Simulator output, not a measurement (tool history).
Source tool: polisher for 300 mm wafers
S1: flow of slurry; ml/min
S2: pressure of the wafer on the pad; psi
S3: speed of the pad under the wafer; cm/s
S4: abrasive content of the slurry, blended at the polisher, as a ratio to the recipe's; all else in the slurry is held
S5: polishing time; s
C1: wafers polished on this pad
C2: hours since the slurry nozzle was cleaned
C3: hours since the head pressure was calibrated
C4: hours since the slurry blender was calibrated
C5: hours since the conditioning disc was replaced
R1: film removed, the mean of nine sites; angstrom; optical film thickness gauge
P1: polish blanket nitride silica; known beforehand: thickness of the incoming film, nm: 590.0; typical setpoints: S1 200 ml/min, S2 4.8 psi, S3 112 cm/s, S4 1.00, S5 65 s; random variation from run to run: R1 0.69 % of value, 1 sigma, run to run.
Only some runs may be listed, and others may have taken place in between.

run	hour	S1	S2	S3	S4	S5	C1	C2	C3	C4	C5	R1
1	18.0	200	4.8	112	1.00	65	275	293.3	528.3	101.0	441.6	616.68
2	31.9	200	4.8	112	1.00	65	402	307.2	542.2	114.9	455.5	611.81
3	48.8	305	4.8	112	1.00	30	557	324.1	559.1	131.8	472.4	297.32
4	63.8	200	4.8	112	1.00	65	694	339.1	574.1	146.8	487.4	623.05
5	81.3	200	4.8	112	1.00	65	853	356.6	591.6	164.3	504.9	612.11
6	94.2	200	6.8	112	1.00	65	971	369.5	604.5	177.2	517.8	863.11
7	107.1	200	4.8	112	1.00	65	1089	382.4	617.4	190.1	530.7	619.04
8	119.6	200	4.8	60	1.00	65	1203	394.9	629.9	202.6	543.2	367.66
9	138.0	200	4.8	112	1.00	101	1371	413.3	648.3	221.0	561.6	950.65
10	154.6	200	3.1	112	1.00	65	1523	429.9	664.9	237.6	578.2	398.07
11	171.4	200	6.0	112	1.30	65	1676	446.7	681.7	254.4	595.0	859.92
12	185.1	200	4.8	112	1.00	31	1801	460.4	695.4	268.1	608.7	291.55
13	197.0	260	4.8	112	1.00	65	1910	472.3	707.3	280.0	620.6	638.47
14	209.3	200	4.8	112	1.00	65	2022	484.6	719.6	292.3	632.9	617.74
15	217.6	200	4.8	112	0.75	65	2098	492.9	727.9	300.6	641.2	526.36
16	228.0	200	4.8	112	1.50	65	2193	503.3	738.3	311.0	651.6	721.56
# hour 228.7: worn pad replaced by a new one
17	242.5	200	4.8	174	1.00	65	126	517.8	752.8	325.5	666.1	879.05
18	257.9	120	4.8	112	1.00	65	267	533.2	768.2	340.9	681.5	570.53
19	268.7	200	4.8	112	1.00	65	366	544.0	779.0	351.7	692.3	617.91
20	284.0	200	4.8	112	1.00	65	505	559.3	794.3	367.0	707.6	572.61

Predict the results of run 21:
21	295.7	200	4.8	112	1.00	65	612	571.0	806.0	378.7	719.3	?

R1: 554.79 angstrom
